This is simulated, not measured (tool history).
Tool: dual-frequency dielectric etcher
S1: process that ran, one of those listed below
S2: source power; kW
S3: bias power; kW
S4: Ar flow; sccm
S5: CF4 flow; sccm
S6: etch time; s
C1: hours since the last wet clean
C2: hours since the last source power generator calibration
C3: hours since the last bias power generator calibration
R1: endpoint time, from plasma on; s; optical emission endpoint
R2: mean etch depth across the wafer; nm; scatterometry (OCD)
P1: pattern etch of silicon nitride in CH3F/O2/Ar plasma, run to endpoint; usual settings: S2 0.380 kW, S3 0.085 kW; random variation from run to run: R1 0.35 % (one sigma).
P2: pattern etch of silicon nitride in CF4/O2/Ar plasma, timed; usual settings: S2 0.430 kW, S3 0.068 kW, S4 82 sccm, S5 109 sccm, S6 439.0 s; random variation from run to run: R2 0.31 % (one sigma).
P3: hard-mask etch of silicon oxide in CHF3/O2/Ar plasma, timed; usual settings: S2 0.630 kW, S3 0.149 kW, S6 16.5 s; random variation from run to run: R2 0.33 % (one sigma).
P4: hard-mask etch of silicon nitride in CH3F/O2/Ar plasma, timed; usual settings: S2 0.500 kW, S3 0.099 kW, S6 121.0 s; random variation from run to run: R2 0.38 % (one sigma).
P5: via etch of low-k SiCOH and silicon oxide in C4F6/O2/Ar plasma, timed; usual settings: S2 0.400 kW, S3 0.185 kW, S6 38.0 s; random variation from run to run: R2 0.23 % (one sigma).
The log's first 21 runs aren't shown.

run	hour	S1	S2	S3	S4	S5	S6	C1	C2	C3	R1	R2
22	88.8	P2	0.430	0.068	99	109	439.0	485.5	2487.7	1212.6		872.740
23	92.1	P1	0.290	0.057				488.8	2491.0	1215.9	40.109	
24	97.5	P1	0.380	0.085				494.2	2496.4	1221.3	31.328	
25	102.3	P4	0.650	0.099			121.0	499.0	2501.2	1226.1		117.000
26	105.8	P1	0.380	0.085				502.5	2504.7	1229.6	31.736	
27	111.5	P2	0.430	0.068	82	109	439.0	508.2	2510.4	1235.3		883.600
28	114.9	P1	0.290	0.085				511.6	2513.8	1238.7	34.881	
29	119.4	P4	0.500	0.099			121.0	516.1	2518.3	1243.2		107.360
30	123.6	P3	0.370	0.149			16.5	520.3	2522.5	1247.4		26.050
31	128.8	P1	0.380	0.056				525.5	2527.7	1252.6	36.505	
32	132.6	P5	0.400	0.185			28.5	529.3	2531.5	1256.4		74.725
33	138.3	P1	0.380	0.085				535.0	2537.2	1262.1	31.588	
34	142.1	P1	0.380	0.085				538.8	2541.0	1265.9	31.866	
35	144.9	P1	0.380	0.085				541.6	2543.8	1268.7	31.825	

The next listed run, before its measurement:
36	149.7	P1	0.380	0.085				546.4	2548.6	1273.5	?	

{"run 36": {"R1": 32.028}}

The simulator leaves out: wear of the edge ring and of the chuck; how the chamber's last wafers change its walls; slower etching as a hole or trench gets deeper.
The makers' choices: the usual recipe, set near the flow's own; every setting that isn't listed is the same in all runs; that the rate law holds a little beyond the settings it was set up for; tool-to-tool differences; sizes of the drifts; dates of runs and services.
